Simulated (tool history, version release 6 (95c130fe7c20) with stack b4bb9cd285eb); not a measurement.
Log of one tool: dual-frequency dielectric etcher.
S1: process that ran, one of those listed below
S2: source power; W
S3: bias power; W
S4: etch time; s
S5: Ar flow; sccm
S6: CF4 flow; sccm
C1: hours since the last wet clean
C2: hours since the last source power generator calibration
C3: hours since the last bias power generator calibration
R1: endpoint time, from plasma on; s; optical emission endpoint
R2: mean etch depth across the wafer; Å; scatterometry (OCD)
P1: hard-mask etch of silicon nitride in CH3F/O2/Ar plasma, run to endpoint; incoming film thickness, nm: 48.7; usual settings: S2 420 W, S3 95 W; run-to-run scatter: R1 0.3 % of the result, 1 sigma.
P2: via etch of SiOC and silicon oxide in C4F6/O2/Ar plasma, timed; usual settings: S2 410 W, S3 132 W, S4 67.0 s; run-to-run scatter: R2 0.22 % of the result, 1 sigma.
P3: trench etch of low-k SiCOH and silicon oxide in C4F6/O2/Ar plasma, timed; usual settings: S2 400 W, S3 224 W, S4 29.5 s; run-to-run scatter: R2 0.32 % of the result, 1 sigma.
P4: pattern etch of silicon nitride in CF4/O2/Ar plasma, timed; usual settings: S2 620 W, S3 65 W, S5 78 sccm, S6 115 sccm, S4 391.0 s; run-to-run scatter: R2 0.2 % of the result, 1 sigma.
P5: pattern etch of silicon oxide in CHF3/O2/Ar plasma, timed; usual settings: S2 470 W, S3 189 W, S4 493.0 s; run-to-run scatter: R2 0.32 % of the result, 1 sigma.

run 1 hour=6.0 | S1=P1 S2=420 S3=95 | C1=391.6 C2=1443.1 C3=315.9 | R1=64.233
run 2 hour=9.8 | S1=P5 S2=470 S3=119 S4=493.0 | C1=395.4 C2=1446.9 C3=319.7 | R2=7716.10
run 3 hour=13.9 | S1=P1 S2=420 S3=95 | C1=399.5 C2=1451.0 C3=323.8 | R1=64.010
run 4 hour=19.8 | S1=P2 S2=410 S3=132 S4=67.0 | C1=405.4 C2=1456.9 C3=329.7 | R2=689.72
run 5 hour=23.4 | S1=P3 S2=570 S3=224 S4=29.5 | C1=409.0 C2=1460.5 C3=333.3 | R2=1113.20
run 6 hour=26.8 | S1=P5 S2=580 S3=189 S4=493.0 | C1=412.4 C2=1463.9 C3=336.7 | R2=9711.80
run 7 hour=31.4 | S1=P3 S2=400 S3=164 S4=29.5 | C1=417.0 C2=1468.5 C3=341.3 | R2=874.94
run 8 hour=34.3 | S1=P1 S2=310 S3=95 | C1=419.9 C2=1471.4 C3=344.2 | R1=71.601
run 9 hour=38.8 | S1=P4 S2=620 S3=65 S4=391.0 S5=78 S6=115 | C1=424.4 C2=1475.9 C3=348.7 | R2=10299.00
run 10 hour=45.4 | S1=P1 S2=540 S3=122 | C1=431.0 C2=1482.5 C3=355.3 | R1=53.335
run 11 hour=50.6 | S1=P1 S2=420 S3=95 | C1=436.2 C2=1487.7 C3=360.5 | R1=64.161
run 12 hour=57.4 | S1=P4 S2=430 S3=65 S4=391.0 S5=78 S6=115 | C1=443.0 C2=1494.5 C3=367.3 | R2=7492.30
run 13 hour=62.5 | S1=P1 S2=540 S3=95 | C1=448.1 C2=1499.6 C3=372.4 | R1=58.190
run 14 hour=68.5 | S1=P4 S2=620 S3=65 S4=215.0 S5=78 S6=115 | C1=454.1 C2=1505.6 C3=378.4 | R2=5667.50
run 15 hour=72.9 | S1=P2 S2=490 S3=132 S4=67.0 | C1=458.5 C2=1510.0 C3=382.8 | R2=739.05
run 16 hour=77.9 | S1=P4 S2=620 S3=65 S4=391.0 S5=78 S6=81 | C1=463.5 C2=1515.0 C3=387.8 | R2=9930.10
run 17 hour=80.9 | S1=P1 S2=420 S3=95 | C1=466.5 C2=1518.0 C3=390.8 | R1=64.196
run 18 hour=85.9 | S1=P5 S2=470 S3=189 S4=682.0 | C1=471.5 C2=1523.0 C3=395.8 | R2=12382.00
run 19 hour=90.1 | S1=P1 S2=420 S3=95 | C1=475.7 C2=1527.2 C3=400.0 | R1=64.356
run 20 hour=95.2 | S1=P3 S2=400 S3=224 S4=29.5 | C1=480.8 C2=1532.3 C3=405.1 | R2=965.56
run 21 hour=100.1 | S1=P2 S2=410 S3=132 S4=91.0 | C1=485.7 C2=1537.2 C3=410.0 | R2=934.77
run 22 hour=106.6 | S1=P4 S2=620 S3=65 S4=391.0 S5=61 S6=115 | C1=492.2 C2=1543.7 C3=416.5 | R2=10536.00
run 23 hour=111.1 | S1=P1 S2=420 S3=95 | C1=496.7 C2=1548.2 C3=421.0 | R1=64.094
run 24 hour=117.9 | S1=P1 S2=420 S3=59 | C1=503.5 C2=1555.0 C3=427.8 | R1=75.771
run 25 hour=123.0 | S1=P1 S2=420 S3=115 | C1=508.6 C2=1560.1 C3=432.9 | R1=60.156
run 26 hour=126.4 | S1=P4 S2=620 S3=43 S4=391.0 S5=78 S6=115 | C1=512.0 C2=1563.5 C3=436.3 | R2=8869.60
run 27 hour=131.2 | S1=P4 S2=620 S3=65 S4=391.0 S5=78 S6=115 | C1=516.8 C2=1568.3 C3=441.1 | R2=10251.00
run 28 hour=134.5 | S1=P3 S2=400 S3=224 S4=16.0 | C1=520.1 C2=1571.6 C3=444.4 | R2=525.42
run 29 hour=139.6 | S1=P2 S2=410 S3=86 S4=67.0 | C1=525.2 C2=1576.7 C3=449.5 | R2=610.91
run 30 hour=144.5 | S1=P5 S2=470 S3=189 S4=493.0 | C1=530.1 C2=1581.6 C3=454.4 | R2=8918.60
run 31 hour=151.2 | S1=P1 S2=420 S3=95 | C1=536.8 C2=1588.3 C3=461.1 | R1=63.973
run 32 hour=158.0 | S1=P1 S2=420 S3=95 | C1=543.6 C2=1595.1 C3=467.9 | R1=63.475
run 33 hour=162.0 | S1=P1 S2=420 S3=95 | C1=547.6 C2=1599.1 C3=471.9 | R1=63.570
run 34 hour=166.2 | S1=P1 S2=420 S3=95 | C1=551.8 C2=1603.3 C3=476.1 | R1=63.053
-- hour=168.9 wet clean of the chamber
run 35 hour=169.2 | S1=P1 S2=420 S3=95 | C1=0.4 C2=1606.3 C3=479.1 | R1=63.302
run 36 hour=172.3 | S1=P1 S2=420 S3=95 | C1=3.5 C2=1609.4 C3=482.2 | R1=63.205
run 37 hour=178.1 | S1=P1 S2=420 S3=95 | C1=9.3 C2=1615.2 C3=488.0 | R1=63.110
run 38 hour=183.2 | S1=P1 S2=420 S3=95 | C1=14.4 C2=1620.3 C3=493.1 | R1=63.221

What P1 gives has crept away from where it was. These 2 causes fit the log equally well, each at the size given:
A: bias power that arrives over what is set, % = 4.27
B: source power that arrives over what is set, % = 4.15
The creep began at about hour 151.2.
Why every other cause is out:
chamber walls in a state that raises the etch rate, %: serviced at hour 168.9, which brought nothing back

4 check runs are offered, one wafer each, their results left as question marks. Which one tells the causes apart?
run check 1 hour=188.3 | S1=P4 S2=620 S3=49 S4=391.0 S5=63 S6=115 | R2=?
run check 2 hour=188.3 | S1=P5 S2=570 S3=123 S4=493.0 | R2=?
run check 3 hour=188.3 | S1=P3 S2=540 S3=224 S4=16.0 | R2=?
run check 4 hour=188.3 | S1=P2 S2=410 S3=106 S4=67.0 | R2=?

What each check would give under each cause:
check=check_1 result=R2 if_A=9644.20 if_B=9853.50
check=check_2 result=R2 if_A=8470.60 if_B=8495.00
check=check_3 result=R2 if_A=597.05 if_B=598.34
check=check_4 result=R2 if_A=654.47 if_B=657.34
How far apart the two closest causes lie, in the result that separates them most: check 1 2.15 %; check 2 0.29 %; check 3 0.22 %; check 4 0.44 %
Only check 1 tells the causes apart: in the others they would give nearly the same result.

Check 1 was then run and gave: R2 9873.00 Å. Which cause is it?

It is B: source power that arrives over what is set, %.
